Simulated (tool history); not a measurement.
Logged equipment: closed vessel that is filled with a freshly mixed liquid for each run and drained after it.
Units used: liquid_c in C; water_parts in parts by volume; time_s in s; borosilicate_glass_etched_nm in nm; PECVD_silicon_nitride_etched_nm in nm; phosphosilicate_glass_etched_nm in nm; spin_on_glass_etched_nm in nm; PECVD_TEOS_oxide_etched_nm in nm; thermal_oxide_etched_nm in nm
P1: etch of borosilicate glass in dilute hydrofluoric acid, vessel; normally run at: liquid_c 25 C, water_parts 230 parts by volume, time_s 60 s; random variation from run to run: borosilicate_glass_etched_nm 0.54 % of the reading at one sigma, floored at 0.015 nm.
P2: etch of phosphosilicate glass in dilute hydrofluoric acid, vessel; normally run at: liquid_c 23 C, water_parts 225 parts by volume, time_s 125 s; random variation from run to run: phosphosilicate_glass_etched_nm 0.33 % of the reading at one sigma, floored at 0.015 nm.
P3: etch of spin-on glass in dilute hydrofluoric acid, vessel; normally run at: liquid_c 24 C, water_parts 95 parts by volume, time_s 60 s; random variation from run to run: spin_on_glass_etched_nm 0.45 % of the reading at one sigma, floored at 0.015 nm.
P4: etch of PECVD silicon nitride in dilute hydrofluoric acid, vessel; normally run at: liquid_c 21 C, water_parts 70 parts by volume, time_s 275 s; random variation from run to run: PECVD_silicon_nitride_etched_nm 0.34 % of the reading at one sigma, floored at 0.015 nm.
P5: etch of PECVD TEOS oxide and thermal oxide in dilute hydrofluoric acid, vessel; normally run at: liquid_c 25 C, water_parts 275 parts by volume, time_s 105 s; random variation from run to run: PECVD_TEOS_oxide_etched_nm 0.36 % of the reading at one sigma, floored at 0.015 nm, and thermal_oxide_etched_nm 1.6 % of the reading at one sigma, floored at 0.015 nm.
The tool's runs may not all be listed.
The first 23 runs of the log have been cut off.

run   hour  process  liquid_c  water_parts  time_s  hours since the thermometer was replaced  hours since the hydrofluoric acid flow meter was replaced  borosilicate_glass_etched_nm  PECVD_silicon_nitride_etched_nm  phosphosilicate_glass_etched_nm  spin_on_glass_etched_nm  PECVD_TEOS_oxide_etched_nm  thermal_oxide_etched_nm
 24  332.7       P2      28.5          225     125                                     668.7                                                      629.1                                                                                          33.744
 25  348.6       P3        24          175      60                                     684.6                                                        645                                                                                                                   12.975
 26  357.7       P1        25          230      30                                     693.7                                                      654.1                        4.4424
 27  366.3       P1        25          230      95                                     702.3                                                      662.7                        14.261
 28  384.1       P2        23          225      30                                     720.1                                                      680.5                                                                                          6.6156
 29  399.1       P1        25          230      60                                     735.1                                                      695.5                        9.0247
 30  414.9       P4        21           30     275                                     750.9                                                      711.3                                                         40.349
 31  425.8       P1        25          330      30                                     761.8                                                      722.2                        2.8367
 32  436.4       P4        21           70     545                                     772.4                                                      732.8                                                         34.802
 33  454.8       P5        25          275     200                                     790.8                                                      751.2                                                                                                                                               17.818                   2.9698
 34  466.9       P1        25          230      60                                     802.9                                                      763.3                        9.0113
 35  477.9       P1        25          230      60                                     813.9                                                      774.3                        9.2385
 36  492.1       P1        25          230      60                                     828.1                                                      788.5                        9.6717
 37  508.7       P1        25          230      60                                     844.7                                                      805.1                        9.6785
 38  520.4       P1        25          230      60                                     856.4                                                      816.8                        9.8439
 39  534.3       P1        25          230      60                                     870.3                                                      830.7                        9.8378

The next listed run, before its measurement:
 40  544.8       P1        25          230      60                                     880.8                                                      841.2                             ?

Logged for run 40: borosilicate_glass_etched_nm 9.9059 nm.
